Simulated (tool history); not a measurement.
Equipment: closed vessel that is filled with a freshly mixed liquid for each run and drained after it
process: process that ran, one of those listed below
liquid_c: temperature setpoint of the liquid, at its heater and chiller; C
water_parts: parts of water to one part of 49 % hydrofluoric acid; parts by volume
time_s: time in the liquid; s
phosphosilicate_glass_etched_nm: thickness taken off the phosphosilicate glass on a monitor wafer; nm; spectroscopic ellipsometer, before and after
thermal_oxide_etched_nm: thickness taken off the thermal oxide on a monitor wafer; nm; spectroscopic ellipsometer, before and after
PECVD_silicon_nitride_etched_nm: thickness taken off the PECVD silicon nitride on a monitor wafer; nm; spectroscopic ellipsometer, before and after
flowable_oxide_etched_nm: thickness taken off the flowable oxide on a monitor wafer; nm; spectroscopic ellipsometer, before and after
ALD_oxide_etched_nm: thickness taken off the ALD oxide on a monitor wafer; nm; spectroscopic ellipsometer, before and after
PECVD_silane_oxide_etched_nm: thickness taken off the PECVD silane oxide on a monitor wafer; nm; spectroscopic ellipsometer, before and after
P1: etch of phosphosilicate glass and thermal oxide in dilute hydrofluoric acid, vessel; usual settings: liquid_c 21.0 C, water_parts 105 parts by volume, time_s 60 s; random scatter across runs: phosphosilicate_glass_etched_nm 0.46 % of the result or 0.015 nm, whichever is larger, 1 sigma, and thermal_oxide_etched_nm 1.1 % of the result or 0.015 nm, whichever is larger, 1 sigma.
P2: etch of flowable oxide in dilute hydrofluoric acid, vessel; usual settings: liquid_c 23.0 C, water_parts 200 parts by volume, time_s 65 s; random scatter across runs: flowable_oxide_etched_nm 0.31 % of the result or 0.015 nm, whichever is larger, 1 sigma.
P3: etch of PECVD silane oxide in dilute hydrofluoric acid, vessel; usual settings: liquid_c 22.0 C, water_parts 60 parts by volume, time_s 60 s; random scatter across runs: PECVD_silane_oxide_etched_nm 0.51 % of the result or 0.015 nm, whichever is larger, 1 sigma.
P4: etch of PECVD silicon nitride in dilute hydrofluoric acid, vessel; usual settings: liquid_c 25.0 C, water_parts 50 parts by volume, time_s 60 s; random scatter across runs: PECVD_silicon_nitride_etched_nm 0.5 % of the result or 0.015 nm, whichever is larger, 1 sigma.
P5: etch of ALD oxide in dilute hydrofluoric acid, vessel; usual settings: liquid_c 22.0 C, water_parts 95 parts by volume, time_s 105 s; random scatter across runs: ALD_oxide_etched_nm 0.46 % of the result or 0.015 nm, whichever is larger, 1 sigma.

run	hour	process	liquid_c	water_parts	time_s	hours since the thermometer was replaced	hours since the hydrofluoric acid flow meter was replaced	phosphosilicate_glass_etched_nm	thermal_oxide_etched_nm	PECVD_silicon_nitride_etched_nm	flowable_oxide_etched_nm	ALD_oxide_etched_nm	PECVD_silane_oxide_etched_nm
1	4.0	P1	21.0	105	60	507.6	113.7	45.984	2.4018				
2	8.0	P1	21.0	105	60	511.6	117.7	45.912	2.4114				
3	11.0	P1	21.0	105	30	514.6	120.7	23.091	1.2457				
4	15.3	P1	21.0	105	105	518.9	125.0	80.061	4.2841				
5	19.6	P1	17.0	180	60	523.2	129.3	21.124	1.1114				
6	24.2	P1	21.0	155	95	527.8	133.9	46.429	2.4632				
7	26.8	P4	25.0	20	60	530.4	136.5			16.2050			
8	29.2	P1	17.0	105	60	532.8	138.9	38.870	2.0189				
9	31.6	P2	23.0	85	65	535.2	141.3				21.8660		
10	34.6	P2	23.0	200	65	538.2	144.3				8.2314		
11	36.9	P5	22.0	25	105	540.5	146.6					46.0320	
12	39.8	P5	17.0	95	105	543.4	149.5					9.0141	
13	42.3	P2	17.0	200	65	545.9	152.0				6.4566		
14	46.9	P1	21.0	105	60	550.5	156.6	45.898	2.4572				
15	49.7	P2	23.0	200	130	553.3	159.4				16.2940		
16	52.9	P3	22.0	60	115	556.5	162.6						53.831
17	56.8	P5	22.0	95	105	560.4	166.5					11.0940	
18	59.4	P1	21.0	175	60	563.0	169.1	25.493	1.3703				
19	64.2	P4	31.0	50	60	567.8	173.9			9.8932			
20	68.2	P5	22.0	95	30	571.8	177.9					3.1766	
21	73.4	P2	23.0	200	65	577.0	183.1				8.1311		
22	78.0	P3	22.0	20	60	581.6	187.7						89.744
23	83.0	P1	21.0	105	60	586.6	192.7	45.488	2.4265				
24	87.3	P1	21.0	105	60	590.9	197.0	45.943	2.4656				
25	90.7	P3	22.0	60	60	594.3	200.4						28.254
26	95.6	P1	25.5	105	60	599.2	205.3	54.767	2.9309				
27	100.4	P4	25.0	50	60	604.0	210.1			6.7112			
28	103.4	P4	25.0	50	90	607.0	213.1			10.0570			
29	106.3	P3	22.0	60	60	609.9	216.0						28.378
30	110.9	P3	28.0	60	60	614.5	220.6						36.111
31	113.9	P5	22.0	95	105	617.5	223.6					11.1740	
32	117.0	P1	21.0	50	60	620.6	226.7	102.820	5.5118				
33	121.5	P1	21.0	105	60	625.1	231.2	45.953	2.3678				
34	125.8	P1	21.0	105	60	629.4	235.5	43.753	2.3055				
35	129.3	P1	21.0	105	60	632.9	239.0	42.487	2.3036				
36	133.1	P1	21.0	105	60	636.7	242.8	42.278	2.2069				
37	138.1	P1	21.0	105	60	641.7	247.8	41.970	2.2384				
38	142.2	P1	21.0	105	60	645.8	251.9	41.944	2.2273				
39	145.4	P1	21.0	105	60	649.0	255.1	41.835	2.2144				

P1 has crept away from where it was. The log is fitted equally well by each of these 2 causes, at the sizes shown:
A: hydrofluoric acid flow below the setpoint (%) = 7.94
B: liquid colder than its thermometer reads (K) = 2.27
At approximately hour 121.5, the process output began to creep.

Listed below are the offered check runs, one wafer per run, with question marks in place of results. For which of them would the causes give clearly different outcomes?
check 1	148.6	P5	22.0	40	50							?	
check 2	148.6	P2	17.0	200	65						?		
check 3	148.6	P4	25.0	35	60					?			
check 4	148.6	P3	27.5	20	60								?

Outcome of each check run for each possible cause:
check	result	if A	if B
check 1	ALD_oxide_etched_nm	12.3340	12.2200
check 2	flowable_oxide_etched_nm	5.8690	5.9087
check 3	PECVD_silicon_nitride_etched_nm	8.7694	8.1452
check 4	PECVD_silane_oxide_etched_nm	102.890	101.950
Per check, the gap between the least separated pair of causes, taken in the result that splits them most: check 1 0.93 %; check 2 0.67 %; check 3 7.38 %; check 4 0.92 %
The causes can be told apart only by check 3. The other checks would give nearly the same results under each of them.

With check 3 done, the readings were: PECVD_silicon_nitride_etched_nm 8.7990 nm. Identify which of the listed causes applies.

A is the cause: hydrofluoric acid flow below the setpoint (%).
